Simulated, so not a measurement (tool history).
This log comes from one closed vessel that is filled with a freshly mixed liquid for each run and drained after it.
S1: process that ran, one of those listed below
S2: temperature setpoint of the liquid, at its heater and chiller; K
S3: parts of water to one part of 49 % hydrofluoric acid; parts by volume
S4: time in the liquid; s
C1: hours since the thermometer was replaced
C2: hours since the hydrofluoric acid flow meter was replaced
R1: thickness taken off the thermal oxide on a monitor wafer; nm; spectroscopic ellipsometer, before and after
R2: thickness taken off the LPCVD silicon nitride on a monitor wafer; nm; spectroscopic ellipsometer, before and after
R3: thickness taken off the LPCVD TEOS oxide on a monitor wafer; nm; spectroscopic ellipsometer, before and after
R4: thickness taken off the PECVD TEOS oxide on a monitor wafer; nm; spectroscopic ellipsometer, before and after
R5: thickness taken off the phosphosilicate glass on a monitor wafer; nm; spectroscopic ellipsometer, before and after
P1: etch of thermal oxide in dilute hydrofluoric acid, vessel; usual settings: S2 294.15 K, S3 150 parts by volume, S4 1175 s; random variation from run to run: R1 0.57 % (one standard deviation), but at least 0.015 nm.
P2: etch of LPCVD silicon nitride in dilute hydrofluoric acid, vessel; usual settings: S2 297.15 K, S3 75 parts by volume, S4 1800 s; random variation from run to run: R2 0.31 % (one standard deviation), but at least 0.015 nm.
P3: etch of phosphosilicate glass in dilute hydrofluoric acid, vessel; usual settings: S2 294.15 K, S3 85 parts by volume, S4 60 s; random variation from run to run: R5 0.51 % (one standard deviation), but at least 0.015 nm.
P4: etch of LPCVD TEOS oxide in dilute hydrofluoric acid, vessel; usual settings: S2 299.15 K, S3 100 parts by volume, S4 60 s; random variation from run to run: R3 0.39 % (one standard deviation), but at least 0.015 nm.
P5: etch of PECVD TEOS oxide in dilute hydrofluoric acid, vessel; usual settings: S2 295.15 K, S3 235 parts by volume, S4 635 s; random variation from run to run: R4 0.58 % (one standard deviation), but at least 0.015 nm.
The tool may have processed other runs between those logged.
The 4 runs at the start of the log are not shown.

run    day  S1      S2   S3    S4      C1     C2      R1      R2      R3      R4      R5
  5  1.912  P5  295.15  235   635  1387.2    195                           29.38
  6  2.296  P5  295.15  105   635  1396.4  204.2                           75.17
  7  2.842  P4  294.15  100    60  1409.5  217.3                  30.265
  8  3.217  P1  294.15  150  1840  1418.5  226.3   50.45
  9  3.496  P2  292.15   75  1800  1425.2    233          8.4857
 10  3.771  P5  295.15  235   635  1431.8  239.6                          29.147
 11  4.296  P1  298.15  150  1175  1444.4  252.2  37.736
 12  4.842  P1  294.15  150  1175  1457.5  265.3  32.169
 13  5.117  P5  295.15  235   240  1464.1  271.9                          11.029
 14  5.654  P3  294.15  145    60    1477  284.8                                  22.574
 15  6.158  P1  290.15  150  1175  1489.1  296.9  27.565
 16  6.571  P1  294.15  150  1175    1499  306.8  32.276
 17  7.071  P1  290.65  100  1175    1511  318.8   43.97
 18  7.629  P1  302.15   45  1175  1524.4  332.2  169.07
 19  8.004  P1  294.15  150   410  1533.4  341.2  11.239
 20  8.275  P3  294.15   85    60  1539.9  347.7                                  41.754
 21  8.833  P4  299.15  100    30  1553.3  361.1                  18.703
 22  9.183  P3  290.15   85    60  1561.7  369.5                                  34.933
 23  9.625  P1  294.15   25  1175  1572.3  380.1  226.61
 24  9.929  P1  294.15  245  1175  1579.6  387.4  18.059

Run 25 has not been measured yet. What should we expect?
 25  10.242  P2  297.15  75  1800  1587.1  394.9       ?

R2: 11.942 nm
